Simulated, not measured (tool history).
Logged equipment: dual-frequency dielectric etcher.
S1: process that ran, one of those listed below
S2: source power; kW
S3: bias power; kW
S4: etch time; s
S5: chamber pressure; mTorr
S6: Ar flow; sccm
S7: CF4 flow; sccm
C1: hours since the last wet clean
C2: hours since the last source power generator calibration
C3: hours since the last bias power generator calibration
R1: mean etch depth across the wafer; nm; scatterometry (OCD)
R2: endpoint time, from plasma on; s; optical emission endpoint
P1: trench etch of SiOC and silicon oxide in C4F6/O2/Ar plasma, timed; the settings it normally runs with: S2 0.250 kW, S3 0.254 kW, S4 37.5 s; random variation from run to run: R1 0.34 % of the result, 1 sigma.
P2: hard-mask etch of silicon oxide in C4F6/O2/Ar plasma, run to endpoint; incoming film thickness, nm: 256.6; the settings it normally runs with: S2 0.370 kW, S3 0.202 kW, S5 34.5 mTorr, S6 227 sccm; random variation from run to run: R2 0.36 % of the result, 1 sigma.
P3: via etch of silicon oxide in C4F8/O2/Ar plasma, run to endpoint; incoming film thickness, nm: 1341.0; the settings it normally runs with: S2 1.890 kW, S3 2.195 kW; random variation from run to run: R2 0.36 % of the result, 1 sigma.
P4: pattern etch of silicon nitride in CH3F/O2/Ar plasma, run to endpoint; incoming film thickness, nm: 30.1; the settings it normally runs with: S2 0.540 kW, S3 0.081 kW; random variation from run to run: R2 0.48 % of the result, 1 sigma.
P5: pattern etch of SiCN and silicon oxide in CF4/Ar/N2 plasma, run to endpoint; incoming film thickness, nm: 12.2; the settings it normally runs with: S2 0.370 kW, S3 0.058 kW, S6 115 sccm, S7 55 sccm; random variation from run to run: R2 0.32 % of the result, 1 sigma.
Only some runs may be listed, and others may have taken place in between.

{"run": 1, "hour": 2.8, "S1": "P1", "S2": 0.25, "S3": 0.254, "S4": 37.5, "C1": 200.6, "C2": 1073.0, "C3": 3607.5, "R1": 69.555}
{"run": 2, "hour": 6.5, "S1": "P2", "S2": 0.37, "S3": 0.202, "S5": 46.5, "S6": 227, "C1": 204.3, "C2": 1076.7, "C3": 3611.2, "R2": 84.713}
{"run": 3, "hour": 9.7, "S1": "P2", "S2": 0.47, "S3": 0.202, "S5": 34.5, "S6": 227, "C1": 207.5, "C2": 1079.9, "C3": 3614.4, "R2": 74.899}
{"run": 4, "hour": 15.2, "S1": "P1", "S2": 0.25, "S3": 0.254, "S4": 37.5, "C1": 213.0, "C2": 1085.4, "C3": 3619.9, "R1": 69.82}
{"run": 5, "hour": 20.3, "S1": "P5", "S2": 0.37, "S3": 0.041, "S6": 115, "S7": 55, "C1": 218.1, "C2": 1090.5, "C3": 3625.0, "R2": 21.796}
{"run": 6, "hour": 25.2, "S1": "P5", "S2": 0.37, "S3": 0.058, "S6": 150, "S7": 55, "C1": 223.0, "C2": 1095.4, "C3": 3629.9, "R2": 20.323}
{"run": 7, "hour": 28.3, "S1": "P4", "S2": 0.54, "S3": 0.104, "C1": 226.1, "C2": 1098.5, "C3": 3633.0, "R2": 34.374}
{"run": 8, "hour": 33.6, "S1": "P3", "S2": 1.48, "S3": 2.195, "C1": 231.4, "C2": 1103.8, "C3": 3638.3, "R2": 286.91}
{"run": 9, "hour": 38.7, "S1": "P2", "S2": 0.37, "S3": 0.202, "S5": 34.5, "S6": 170, "C1": 236.5, "C2": 1108.9, "C3": 3643.4, "R2": 79.077}
{"run": 10, "hour": 43.6, "S1": "P1", "S2": 0.33, "S3": 0.254, "S4": 53.0, "C1": 241.4, "C2": 1113.8, "C3": 3648.3, "R1": 109.39}
{"run": 11, "hour": 47.9, "S1": "P5", "S2": 0.37, "S3": 0.058, "S6": 115, "S7": 55, "C1": 245.7, "C2": 1118.1, "C3": 3652.6, "R2": 19.423}
{"run": 12, "hour": 51.2, "S1": "P4", "S2": 0.54, "S3": 0.081, "C1": 249.0, "C2": 1121.4, "C3": 3655.9, "R2": 37.424}
{"run": 13, "hour": 56.4, "S1": "P3", "S2": 1.89, "S3": 2.195, "C1": 254.2, "C2": 1126.6, "C3": 3661.1, "R2": 261.64}
{"run": 14, "hour": 61.2, "S1": "P3", "S2": 1.89, "S3": 1.602, "C1": 259.0, "C2": 1131.4, "C3": 3665.9, "R2": 286.32}
{"run": 15, "hour": 65.0, "S1": "P1", "S2": 0.25, "S3": 0.254, "S4": 21.5, "C1": 262.8, "C2": 1135.2, "C3": 3669.7, "R1": 39.706}
{"run": 16, "hour": 67.8, "S1": "P5", "S2": 0.37, "S3": 0.058, "S6": 115, "S7": 55, "C1": 265.6, "C2": 1138.0, "C3": 3672.5, "R2": 19.454}
{"run": 17, "hour": 72.1, "S1": "P1", "S2": 0.31, "S3": 0.254, "S4": 37.5, "C1": 269.9, "C2": 1142.3, "C3": 3676.8, "R1": 75.882}
{"run": 18, "hour": 75.3, "S1": "P1", "S2": 0.25, "S3": 0.254, "S4": 37.5, "C1": 273.1, "C2": 1145.5, "C3": 3680.0, "R1": 69.937}
{"run": 19, "hour": 79.6, "S1": "P2", "S2": 0.37, "S3": 0.147, "S5": 34.5, "S6": 227, "C1": 277.4, "C2": 1149.8, "C3": 3684.3, "R2": 90.63}
{"run": 20, "hour": 83.7, "S1": "P1", "S2": 0.25, "S3": 0.17, "S4": 37.5, "C1": 281.5, "C2": 1153.9, "C3": 3688.4, "R1": 60.936}
{"run": 21, "hour": 88.8, "S1": "P4", "S2": 0.68, "S3": 0.081, "C1": 286.6, "C2": 1159.0, "C3": 3693.5, "R2": 34.619}
{"run": 22, "hour": 94.0, "S1": "P5", "S2": 0.48, "S3": 0.058, "S6": 115, "S7": 55, "C1": 291.8, "C2": 1164.2, "C3": 3698.7, "R2": 15.368}
{"hour": 97.7, "done": "wet clean of the chamber"}
{"run": 23, "hour": 98.7, "S1": "P1", "S2": 0.25, "S3": 0.354, "S4": 37.5, "C1": 1.0, "C2": 1168.9, "C3": 3703.4, "R1": 78.545}
{"run": 24, "hour": 103.7, "S1": "P1", "S2": 0.25, "S3": 0.254, "S4": 37.5, "C1": 6.0, "C2": 1173.9, "C3": 3708.4, "R1": 69.975}
{"run": 25, "hour": 107.1, "S1": "P5", "S2": 0.37, "S3": 0.058, "S6": 115, "S7": 40, "C1": 9.4, "C2": 1177.3, "C3": 3711.8, "R2": 20.36}

Forecast run 26:
{"run": 26, "hour": 111.7, "S1": "P1", "S2": 0.25, "S3": 0.254, "S4": 37.5, "C1": 14.0, "C2": 1181.9, "C3": 3716.4, "R1": "?"}

R1: 69.803 nm
